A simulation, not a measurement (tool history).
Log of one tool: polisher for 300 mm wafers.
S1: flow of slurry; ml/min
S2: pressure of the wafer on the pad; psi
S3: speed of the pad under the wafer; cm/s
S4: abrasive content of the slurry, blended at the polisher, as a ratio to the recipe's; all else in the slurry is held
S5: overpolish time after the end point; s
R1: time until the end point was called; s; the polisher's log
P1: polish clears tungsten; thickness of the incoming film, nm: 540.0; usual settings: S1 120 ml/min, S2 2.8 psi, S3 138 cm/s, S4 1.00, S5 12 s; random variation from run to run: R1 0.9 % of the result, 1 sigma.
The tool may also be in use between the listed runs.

run 1 hour=16.8 | S1=120 S2=2.8 S3=138 S4=1.00 S5=12 | R1=115.580
run 2 hour=32.8 | S1=120 S2=2.8 S3=138 S4=1.00 S5=12 | R1=115.560
run 3 hour=48.9 | S1=70 S2=2.8 S3=138 S4=1.00 S5=12 | R1=134.060
run 4 hour=62.1 | S1=120 S2=2.8 S3=138 S4=1.00 S5=12 | R1=113.620
run 5 hour=76.8 | S1=120 S2=4.0 S3=138 S4=1.00 S5=12 | R1=80.132
run 6 hour=85.8 | S1=120 S2=2.8 S3=138 S4=1.00 S5=4 | R1=114.720
run 7 hour=97.6 | S1=175 S2=2.8 S3=138 S4=1.00 S5=12 | R1=107.400
run 8 hour=116.2 | S1=120 S2=2.8 S3=138 S4=1.40 S5=12 | R1=105.440
run 9 hour=130.0 | S1=120 S2=2.8 S3=138 S4=1.00 S5=12 | R1=116.430
run 10 hour=145.8 | S1=120 S2=2.8 S3=138 S4=1.00 S5=23 | R1=114.590
run 11 hour=161.0 | S1=120 S2=2.8 S3=138 S4=1.00 S5=12 | R1=114.830
run 12 hour=174.6 | S1=120 S2=2.8 S3=184 S4=1.00 S5=12 | R1=86.277
run 13 hour=186.3 | S1=120 S2=1.3 S3=138 S4=1.00 S5=12 | R1=248.610
run 14 hour=202.4 | S1=120 S2=3.5 S3=138 S4=1.00 S5=18 | R1=93.029
run 15 hour=211.4 | S1=120 S2=2.8 S3=138 S4=0.55 S5=12 | R1=131.200
run 16 hour=219.7 | S1=120 S2=2.8 S3=86 S4=1.00 S5=12 | R1=185.760
run 17 hour=236.9 | S1=175 S2=2.8 S3=184 S4=1.00 S5=12 | R1=80.405
run 18 hour=253.9 | S1=120 S2=2.8 S3=138 S4=1.00 S5=12 | R1=113.820
run 19 hour=266.5 | S1=120 S2=2.8 S3=138 S4=1.00 S5=12 | R1=117.970
run 20 hour=275.7 | S1=120 S2=2.8 S3=138 S4=1.00 S5=12 | R1=122.250

Run 21 comes next. What will it give?
run 21 hour=286.7 | S1=120 S2=2.8 S3=138 S4=1.00 S5=12 | R1=?

R1: 122.820 s

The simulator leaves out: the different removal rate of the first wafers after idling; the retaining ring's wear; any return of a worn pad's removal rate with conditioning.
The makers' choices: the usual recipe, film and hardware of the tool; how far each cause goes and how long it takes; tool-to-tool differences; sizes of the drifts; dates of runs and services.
